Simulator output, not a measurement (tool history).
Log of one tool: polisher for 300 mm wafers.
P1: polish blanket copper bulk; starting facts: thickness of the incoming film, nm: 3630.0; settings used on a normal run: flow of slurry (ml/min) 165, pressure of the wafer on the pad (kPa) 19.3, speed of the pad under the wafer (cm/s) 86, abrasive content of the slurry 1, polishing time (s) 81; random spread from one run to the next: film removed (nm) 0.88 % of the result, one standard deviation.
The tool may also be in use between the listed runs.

run,hour,flow of slurry (ml/min),pressure of the wafer on the pad (kPa),speed of the pad under the wafer (cm/s),abrasive content of the slurry,polishing time (s),film removed (nm)
1,3.8,165,19.3,86,1,81,654.73
2,7.2,165,19.3,130,1,102,1260.6
3,9,165,19.3,86,0.7,81,604
4,12.2,165,19.3,86,1,81,661.69
5,15.4,165,19.3,38,1,81,291.96
6,18.1,165,19.3,86,1,81,667.68
7,20.6,165,19.3,86,1,81,666.95
8,23.3,165,9,86,1,81,307.84
9,25.9,100,19.3,86,0.6,81,539.25
10,28.2,165,19.3,134,1,81,1036.7
11,31.5,165,19.3,86,1,81,654.85
12,34.4,245,25.5,86,1,81,922.2
13,38.1,250,19.3,86,1,81,702.04
14,41.8,100,19.3,86,1,81,590.59
15,45.1,165,19.3,86,1.4,81,722.39
16,46.9,165,19.3,86,1,46,368.89
17,48.8,165,19.3,86,1,81,656.88
18,52.6,165,19.3,86,1,119,973.43
19,55.5,165,26.9,86,1,81,909.03
20,57.9,165,19.3,86,1,81,654.05
21,61.3,165,19.3,86,1,81,626.8
22,64.5,165,19.3,86,1,81,618.1
# hour 64.8: worn pad replaced by a new one
# hour 66.3: slurry blender recalibrated
23,67.6,165,19.3,86,1,81,607.72
24,71.1,165,19.3,86,1,81,603.08
25,73.1,165,19.3,86,1,81,608.69
26,76.8,165,19.3,86,1,81,603.93

What P1 gives has crept off from where it sat before. The 2 causes that follow fit the log equally well, each at the size noted:
A: slurry flow missing at the pad, % = 36.7
B: head's pressure below its setpoint, % = 8.59
The gradual shift began around hour 57.9.
Other possible causes, and why each is ruled out:
removal rate lost through wear of the pad, %: maintenance at hour 64.8, after the shift began, did not return the process to its former output
abrasive missing from the slurry, %: maintenance at hour 66.3, after the shift began, did not return the process to its former output

Which of the check runs below tells the causes apart, meaning the causes would give it clearly different results? Each run uses 2 wafers whose results are averaged, and each result is shown as a question mark.
check 1,80.5,165,19.3,112,1,110,?
check 2,80.5,100,19.3,86,1,81,?
check 3,80.5,165,14.5,86,0.7,81,?
check 4,80.5,165,19.3,40,1,81,?

Expected result of each check under each candidate cause:
check,result,if A,if B
check 1,film removed (nm),1068.1,1068.1
check 2,film removed (nm),519.72,546.22
check 3,film removed (nm),420.31,420.32
check 4,film removed (nm),280.9,280.91
Per check, the gap between the least separated pair of causes, taken in the result that splits them most: check 1 0 %; check 2 4.97 %; check 3 0 %; check 4 0 %
Check 2 tells the causes apart: in the others they would give nearly the same result.

Check 2 was then run and gave: film removed (nm) 542.9. Which cause is it?

The cause is B: head's pressure below its setpoint, %.

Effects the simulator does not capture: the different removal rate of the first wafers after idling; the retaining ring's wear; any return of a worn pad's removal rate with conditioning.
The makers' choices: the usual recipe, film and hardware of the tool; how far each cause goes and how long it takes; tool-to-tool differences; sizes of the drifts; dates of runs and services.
